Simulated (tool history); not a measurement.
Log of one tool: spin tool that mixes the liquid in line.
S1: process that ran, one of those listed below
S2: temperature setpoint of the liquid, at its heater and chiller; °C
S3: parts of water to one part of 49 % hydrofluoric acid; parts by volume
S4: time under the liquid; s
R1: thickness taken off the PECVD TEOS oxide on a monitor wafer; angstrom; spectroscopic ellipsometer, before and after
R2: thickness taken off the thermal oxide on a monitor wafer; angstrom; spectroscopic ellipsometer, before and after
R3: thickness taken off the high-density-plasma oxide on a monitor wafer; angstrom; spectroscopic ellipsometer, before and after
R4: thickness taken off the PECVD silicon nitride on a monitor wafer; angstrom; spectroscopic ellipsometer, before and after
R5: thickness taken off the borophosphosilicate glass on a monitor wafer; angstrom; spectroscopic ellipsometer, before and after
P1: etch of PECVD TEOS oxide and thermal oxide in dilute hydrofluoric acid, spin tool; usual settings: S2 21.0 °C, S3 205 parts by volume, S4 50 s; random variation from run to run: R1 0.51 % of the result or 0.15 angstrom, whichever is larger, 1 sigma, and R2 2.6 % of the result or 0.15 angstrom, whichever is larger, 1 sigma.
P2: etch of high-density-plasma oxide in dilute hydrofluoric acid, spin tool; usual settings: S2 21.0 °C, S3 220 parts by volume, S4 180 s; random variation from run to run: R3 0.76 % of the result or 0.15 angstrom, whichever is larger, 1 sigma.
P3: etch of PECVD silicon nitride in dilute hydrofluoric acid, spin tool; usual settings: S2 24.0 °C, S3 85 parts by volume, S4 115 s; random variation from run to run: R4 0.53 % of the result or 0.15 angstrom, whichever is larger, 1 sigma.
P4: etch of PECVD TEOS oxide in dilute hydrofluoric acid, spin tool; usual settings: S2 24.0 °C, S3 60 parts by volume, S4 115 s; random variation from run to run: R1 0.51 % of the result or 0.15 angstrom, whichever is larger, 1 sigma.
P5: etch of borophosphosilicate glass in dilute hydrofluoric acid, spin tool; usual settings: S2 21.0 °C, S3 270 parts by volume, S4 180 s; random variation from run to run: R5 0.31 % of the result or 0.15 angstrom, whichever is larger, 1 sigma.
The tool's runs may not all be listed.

{"run": 1, "hour": 2.9, "S1": "P1", "S2": 21.0, "S3": 205, "S4": 50, "R1": 54.436, "R2": 9.201}
{"run": 2, "hour": 7.5, "S1": "P2", "S2": 21.0, "S3": 220, "S4": 35, "R3": 6.1786}
{"run": 3, "hour": 12.3, "S1": "P3", "S2": 24.0, "S3": 115, "S4": 115, "R4": 37.761}
{"run": 4, "hour": 17.0, "S1": "P3", "S2": 30.5, "S3": 85, "S4": 115, "R4": 77.718}
{"run": 5, "hour": 21.5, "S1": "P1", "S2": 17.0, "S3": 95, "S4": 50, "R1": 111.53, "R2": 19.855}
{"run": 6, "hour": 24.1, "S1": "P1", "S2": 21.0, "S3": 205, "S4": 50, "R1": 54.564, "R2": 9.7278}
{"run": 7, "hour": 26.6, "S1": "P3", "S2": 24.0, "S3": 85, "S4": 115, "R4": 51.055}
{"run": 8, "hour": 29.7, "S1": "P4", "S2": 32.5, "S3": 60, "S4": 115, "R1": 278.83}
{"run": 9, "hour": 32.7, "S1": "P4", "S2": 24.0, "S3": 60, "S4": 115, "R1": 195.75}
{"run": 10, "hour": 35.3, "S1": "P1", "S2": 21.0, "S3": 205, "S4": 50, "R1": 54.453, "R2": 9.4538}
{"hour": 38.3, "done": "hydrofluoric acid flow meter replaced"}
{"run": 11, "hour": 38.9, "S1": "P2", "S2": 21.0, "S3": 70, "S4": 180, "R3": 119.16}
{"run": 12, "hour": 42.9, "S1": "P2", "S2": 21.0, "S3": 220, "S4": 180, "R3": 31.794}
{"run": 13, "hour": 47.7, "S1": "P3", "S2": 24.0, "S3": 85, "S4": 225, "R4": 99.819}
{"run": 14, "hour": 51.0, "S1": "P5", "S2": 17.0, "S3": 270, "S4": 180, "R5": 165.01}
{"run": 15, "hour": 54.5, "S1": "P1", "S2": 17.0, "S3": 205, "S4": 50, "R1": 46.451, "R2": 8.2253}
{"run": 16, "hour": 58.2, "S1": "P1", "S2": 21.0, "S3": 205, "S4": 50, "R1": 53.701, "R2": 9.5047}
{"run": 17, "hour": 63.1, "S1": "P1", "S2": 25.5, "S3": 205, "S4": 50, "R1": 63.811, "R2": 10.548}
{"run": 18, "hour": 65.8, "S1": "P1", "S2": 21.0, "S3": 205, "S4": 50, "R1": 54.282, "R2": 9.4512}
{"run": 19, "hour": 70.4, "S1": "P1", "S2": 21.0, "S3": 205, "S4": 50, "R1": 54.221, "R2": 9.0376}
{"run": 20, "hour": 73.3, "S1": "P5", "S2": 21.0, "S3": 270, "S4": 180, "R5": 193.11}
{"run": 21, "hour": 76.1, "S1": "P2", "S2": 17.0, "S3": 220, "S4": 180, "R3": 27.306}
{"run": 22, "hour": 80.1, "S1": "P5", "S2": 21.0, "S3": 70, "S4": 180, "R5": 914.92}
{"run": 23, "hour": 83.4, "S1": "P1", "S2": 21.0, "S3": 205, "S4": 100, "R1": 107.94, "R2": 18.325}
{"run": 24, "hour": 87.2, "S1": "P4", "S2": 24.0, "S3": 110, "S4": 115, "R1": 101.19}
{"run": 25, "hour": 91.2, "S1": "P1", "S2": 21.0, "S3": 50, "S4": 50, "R1": 264.14, "R2": 46.093}
{"run": 26, "hour": 93.5, "S1": "P5", "S2": 21.0, "S3": 270, "S4": 180, "R5": 192.68}
{"run": 27, "hour": 96.4, "S1": "P1", "S2": 21.0, "S3": 100, "S4": 15, "R1": 37.293, "R2": 6.7191}
{"run": 28, "hour": 99.2, "S1": "P4", "S2": 24.0, "S3": 60, "S4": 115, "R1": 196.41}
{"run": 29, "hour": 101.4, "S1": "P5", "S2": 21.0, "S3": 270, "S4": 25, "R5": 26.637}
{"run": 30, "hour": 105.7, "S1": "P1", "S2": 27.0, "S3": 205, "S4": 75, "R1": 101.7, "R2": 17.564}
{"run": 31, "hour": 109.8, "S1": "P1", "S2": 21.0, "S3": 205, "S4": 50, "R1": 54.337, "R2": 9.3416}
{"run": 32, "hour": 113.9, "S1": "P4", "S2": 24.0, "S3": 60, "S4": 230, "R1": 393.27}
{"run": 33, "hour": 116.9, "S1": "P1", "S2": 21.0, "S3": 205, "S4": 15, "R1": 16.354, "R2": 2.682}
{"run": 34, "hour": 120.6, "S1": "P1", "S2": 21.0, "S3": 350, "S4": 50, "R1": 27.812, "R2": 4.6549}
{"run": 35, "hour": 123.3, "S1": "P1", "S2": 21.0, "S3": 205, "S4": 50, "R1": 54.349, "R2": 9.35}
{"run": 36, "hour": 127.4, "S1": "P1", "S2": 21.0, "S3": 205, "S4": 50, "R1": 55.682, "R2": 9.6588}
{"run": 37, "hour": 129.7, "S1": "P1", "S2": 21.0, "S3": 205, "S4": 50, "R1": 56.44, "R2": 10.263}
{"run": 38, "hour": 133.9, "S1": "P1", "S2": 21.0, "S3": 205, "S4": 50, "R1": 57.624, "R2": 10.05}
{"run": 39, "hour": 136.8, "S1": "P1", "S2": 21.0, "S3": 205, "S4": 50, "R1": 57.006, "R2": 10.347}
{"run": 40, "hour": 140.8, "S1": "P1", "S2": 21.0, "S3": 205, "S4": 50, "R1": 56.969, "R2": 9.7932}
{"run": 41, "hour": 144.0, "S1": "P1", "S2": 21.0, "S3": 205, "S4": 50, "R1": 57.238, "R2": 9.9305}

What P1 gives has crept away from where it was. These 2 causes fit the log equally well, each at the size given:
A: liquid hotter than its thermometer reads (K) = 1.57
B: hydrofluoric acid flow above the setpoint (%) = 5.03
The creep began at about hour 123.3.

4 check runs are offered, one wafer each, their results left as question marks. Which one tells the causes apart?
{"run": "check 1", "hour": 147.2, "S1": "P3", "S2": 24.0, "S3": 115, "S4": 225, "R4": "?"}
{"run": "check 2", "hour": 147.2, "S1": "P4", "S2": 24.0, "S3": 105, "S4": 115, "R1": "?"}
{"run": "check 3", "hour": 147.2, "S1": "P5", "S2": 21.0, "S3": 270, "S4": 35, "R5": "?"}
{"run": "check 4", "hour": 147.2, "S1": "P2", "S2": 17.0, "S3": 220, "S4": 85, "R3": "?"}

What each check would give under each cause:
check=check_1 result=R4 if_A=81.851 if_B=77.579
check=check_2 result=R1 if_A=113.390 if_B=112.680
check=check_3 result=R5 if_A=39.597 if_B=39.765
check=check_4 result=R3 if_A=13.7600 if_B=13.7210
How far apart the two closest causes lie, in the result that separates them most: check 1 5.36 %; check 2 0.63 %; check 3 0.42 %; check 4 0.28 %
Only check 1 tells the causes apart: in the others they would give nearly the same result.

Check 1 was then run and gave: R4 77.473 angstrom. Which cause is it?

It is B: hydrofluoric acid flow above the setpoint (%).
